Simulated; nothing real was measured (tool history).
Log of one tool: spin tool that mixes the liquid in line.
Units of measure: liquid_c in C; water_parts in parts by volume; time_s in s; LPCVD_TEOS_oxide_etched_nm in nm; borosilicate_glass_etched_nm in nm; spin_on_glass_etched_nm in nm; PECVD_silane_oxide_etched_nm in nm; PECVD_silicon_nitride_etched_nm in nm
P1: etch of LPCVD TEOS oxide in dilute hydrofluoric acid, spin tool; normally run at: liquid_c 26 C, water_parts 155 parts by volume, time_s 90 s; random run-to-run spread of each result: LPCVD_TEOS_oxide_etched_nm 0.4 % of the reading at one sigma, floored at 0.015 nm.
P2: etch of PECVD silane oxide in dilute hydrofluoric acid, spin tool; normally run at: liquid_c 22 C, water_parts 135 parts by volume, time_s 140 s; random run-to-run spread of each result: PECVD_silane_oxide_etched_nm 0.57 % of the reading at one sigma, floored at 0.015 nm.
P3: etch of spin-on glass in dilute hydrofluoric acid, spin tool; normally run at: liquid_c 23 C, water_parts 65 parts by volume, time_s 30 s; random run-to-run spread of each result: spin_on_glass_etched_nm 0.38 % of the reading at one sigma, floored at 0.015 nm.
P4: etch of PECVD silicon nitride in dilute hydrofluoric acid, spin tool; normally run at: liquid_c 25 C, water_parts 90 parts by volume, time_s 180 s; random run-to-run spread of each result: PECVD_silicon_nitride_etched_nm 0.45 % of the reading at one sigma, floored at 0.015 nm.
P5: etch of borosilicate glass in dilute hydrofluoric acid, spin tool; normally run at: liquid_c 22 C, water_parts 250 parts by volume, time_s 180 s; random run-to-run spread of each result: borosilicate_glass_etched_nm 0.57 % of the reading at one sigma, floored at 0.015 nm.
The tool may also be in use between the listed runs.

run	hour	process	liquid_c	water_parts	time_s	LPCVD_TEOS_oxide_etched_nm	borosilicate_glass_etched_nm	spin_on_glass_etched_nm	PECVD_silane_oxide_etched_nm	PECVD_silicon_nitride_etched_nm
1	11.1	P1	26	155	90	20.295				
2	20.7	P5	28	250	180		16.85			
3	29.8	P1	26	155	25	5.7133				
4	40.8	P1	21.5	155	90	17.095				
5	50	P1	26	155	90	20.399				
6	58.7	P3	23	65	65			52.742		
7	70	P1	19.5	255	90	8.7813				
8	78.1	P1	26	155	175	39.616				
9	89.8	P1	26	155	90	20.381				
10	99.7	P3	23	65	30			24.197		
11	109.7	P5	22	435	180		6.5469			
12	121.6	P2	22	195	140				10.333	
13	130.7	P4	25	90	180					7.5903
14	140.2	P3	23	20	30			83.551		
15	149.3	P1	26	155	90	20.372				
16	160.4	P4	25	90	100					4.2693
17	170.9	P5	22	250	180		13.676			
18	181.8	P1	26	240	90	12.011				
19	190.7	P3	23	65	30			24.419		
20	202.8	P4	25	155	180					4.455
21	210.3	P4	31	90	180					11.319
22	220.8	P2	17	135	140				13.179	
23	228.7	P1	26	60	90	59.444				
24	239.3	P5	22	250	330		24.979			
25	248.4	P2	22	135	140				16.109	
26	257.5	P1	32	155	90	25.245				
27	266.9	P1	26	155	90	20.381				
28	272.6	P4	25	90	180					7.6987
29	281.8	P3	30.5	65	30			32.771		
30	291.5	P2	22	135	210				24.464	
31	297.7	P2	22	135	140				16.041	
32	306.5	P1	26	155	90	20.395				
33	312.3	P1	26	155	90	20.388				
34	319.1	P1	26	155	90	19.718				
35	325.9	P1	26	155	90	19.282				
36	333.2	P1	26	155	90	19.062				
37	338.9	P1	26	155	90	18.909				
38	346.9	P1	26	155	90	18.948				
39	355.4	P1	26	155	90	18.83				
40	365.5	P1	26	155	90	18.759				

What P1 gives has crept away from where it was. These 2 causes fit the log equally well, each at the size given:
A: hydrofluoric acid flow below the setpoint (%) = 6.67
B: liquid colder than its thermometer reads (K) = 2.18
Creep in the process output first set in at about hour 312.3.

Listed below are the offered check runs, one wafer per run, with question marks in place of results. For which of them would the causes give clearly different outcomes?
check 1	375.6	P5	22	250	315		?			
check 2	375.6	P3	30.5	65	30			?		
check 3	375.6	P4	28.5	90	180					?
check 4	375.6	P2	22	175	140				?	

If the cause were each of the candidates in turn, the checks would give the following:
check	result	if A	if B
check 1	borosilicate_glass_etched_nm	21.828	21.946
check 2	spin_on_glass_etched_nm	30.269	30.009
check 3	PECVD_silicon_nitride_etched_nm	8.9849	8.3654
check 4	PECVD_silane_oxide_etched_nm	10.946	10.919
How far apart the two closest causes lie, in the result that separates them most: check 1 0.54 %; check 2 0.86 %; check 3 7.14 %; check 4 0.25 %
The causes can be told apart only by check 3. The other checks would give nearly the same results under each of them.

Then check 3 was run and gave: PECVD_silicon_nitride_etched_nm 8.3614 nm. Which cause is it?

The cause is B: liquid colder than its thermometer reads (K).

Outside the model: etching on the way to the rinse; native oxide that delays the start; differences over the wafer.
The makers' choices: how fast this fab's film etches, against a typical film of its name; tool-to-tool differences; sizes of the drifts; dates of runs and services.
